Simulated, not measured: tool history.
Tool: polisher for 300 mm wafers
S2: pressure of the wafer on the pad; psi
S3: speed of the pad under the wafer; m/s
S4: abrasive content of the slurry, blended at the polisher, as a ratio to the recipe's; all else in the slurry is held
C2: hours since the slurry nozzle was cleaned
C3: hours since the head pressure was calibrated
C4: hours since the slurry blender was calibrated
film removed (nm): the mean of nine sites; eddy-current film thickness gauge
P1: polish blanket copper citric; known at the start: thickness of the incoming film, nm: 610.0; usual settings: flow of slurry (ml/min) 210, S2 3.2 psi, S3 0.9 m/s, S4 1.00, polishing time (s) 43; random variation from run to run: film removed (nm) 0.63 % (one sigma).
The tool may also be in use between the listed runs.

run 1 hour=7.7 | flow_of_slurry_(ml/min)=210 S2=3.2 S3=0.9 S4=1.00 polishing_time_(s)=43 | wafers_polished_on_this_pad=194 C2=336.6 C3=565.1 C4=132.4 | film_removed_(nm)=77.059
run 2 hour=12.3 | flow_of_slurry_(ml/min)=210 S2=3.2 S3=0.9 S4=1.00 polishing_time_(s)=58 | wafers_polished_on_this_pad=234 C2=341.2 C3=569.7 C4=137.0 | film_removed_(nm)=102.880
run 3 hour=18.4 | flow_of_slurry_(ml/min)=140 S2=3.2 S3=0.9 S4=1.00 polishing_time_(s)=43 | wafers_polished_on_this_pad=286 C2=347.3 C3=575.8 C4=143.1 | film_removed_(nm)=72.783
run 4 hour=22.7 | flow_of_slurry_(ml/min)=210 S2=3.2 S3=0.9 S4=0.70 polishing_time_(s)=43 | wafers_polished_on_this_pad=323 C2=351.6 C3=580.1 C4=147.4 | film_removed_(nm)=71.443
run 5 hour=30.1 | flow_of_slurry_(ml/min)=210 S2=3.2 S3=0.4 S4=1.00 polishing_time_(s)=43 | wafers_polished_on_this_pad=386 C2=359.0 C3=587.5 C4=154.8 | film_removed_(nm)=35.454
run 6 hour=39.2 | flow_of_slurry_(ml/min)=210 S2=3.2 S3=1.2 S4=1.00 polishing_time_(s)=43 | wafers_polished_on_this_pad=464 C2=368.1 C3=596.6 C4=163.9 | film_removed_(nm)=101.370
run 7 hour=43.8 | flow_of_slurry_(ml/min)=210 S2=3.2 S3=0.9 S4=1.00 polishing_time_(s)=43 | wafers_polished_on_this_pad=503 C2=372.7 C3=601.2 C4=168.5 | film_removed_(nm)=75.801
run 8 hour=51.5 | flow_of_slurry_(ml/min)=210 S2=3.2 S3=0.9 S4=1.00 polishing_time_(s)=20 | wafers_polished_on_this_pad=569 C2=380.4 C3=608.9 C4=176.2 | film_removed_(nm)=35.808
run 9 hour=59.1 | flow_of_slurry_(ml/min)=210 S2=3.2 S3=0.9 S4=1.00 polishing_time_(s)=43 | wafers_polished_on_this_pad=634 C2=388.0 C3=616.5 C4=183.8 | film_removed_(nm)=76.908
run 10 hour=64.3 | flow_of_slurry_(ml/min)=210 S2=3.2 S3=0.9 S4=1.00 polishing_time_(s)=43 | wafers_polished_on_this_pad=679 C2=393.2 C3=621.7 C4=189.0 | film_removed_(nm)=76.146
run 11 hour=69.7 | flow_of_slurry_(ml/min)=210 S2=4.6 S3=0.9 S4=1.00 polishing_time_(s)=43 | wafers_polished_on_this_pad=725 C2=398.6 C3=627.1 C4=194.4 | film_removed_(nm)=109.740
run 12 hour=77.9 | flow_of_slurry_(ml/min)=210 S2=3.2 S3=0.9 S4=1.45 polishing_time_(s)=43 | wafers_polished_on_this_pad=795 C2=406.8 C3=635.3 C4=202.6 | film_removed_(nm)=82.938
run 13 hour=83.0 | flow_of_slurry_(ml/min)=125 S2=3.2 S3=0.9 S4=1.00 polishing_time_(s)=53 | wafers_polished_on_this_pad=839 C2=411.9 C3=640.4 C4=207.7 | film_removed_(nm)=87.064
run 14 hour=89.6 | flow_of_slurry_(ml/min)=210 S2=3.2 S3=0.9 S4=1.00 polishing_time_(s)=43 | wafers_polished_on_this_pad=896 C2=418.5 C3=647.0 C4=214.3 | film_removed_(nm)=76.471
run 15 hour=99.1 | flow_of_slurry_(ml/min)=210 S2=3.2 S3=0.9 S4=1.00 polishing_time_(s)=43 | wafers_polished_on_this_pad=977 C2=428.0 C3=656.5 C4=223.8 | film_removed_(nm)=76.841
run 16 hour=108.9 | flow_of_slurry_(ml/min)=330 S2=3.2 S3=0.9 S4=1.00 polishing_time_(s)=43 | wafers_polished_on_this_pad=1061 C2=437.8 C3=666.3 C4=233.6 | film_removed_(nm)=80.154
run 17 hour=117.8 | flow_of_slurry_(ml/min)=210 S2=2.2 S3=0.9 S4=1.00 polishing_time_(s)=43 | wafers_polished_on_this_pad=1137 C2=446.7 C3=675.2 C4=242.5 | film_removed_(nm)=53.228

Run 18, settings as shown, results not yet in. Your forecast:
run 18 hour=122.7 | flow_of_slurry_(ml/min)=210 S2=3.2 S3=0.9 S4=1.00 polishing_time_(s)=43 | wafers_polished_on_this_pad=1179 C2=451.6 C3=680.1 C4=247.4 | film_removed_(nm)=?

{"run 18": {"film removed (nm)": 77.072}}
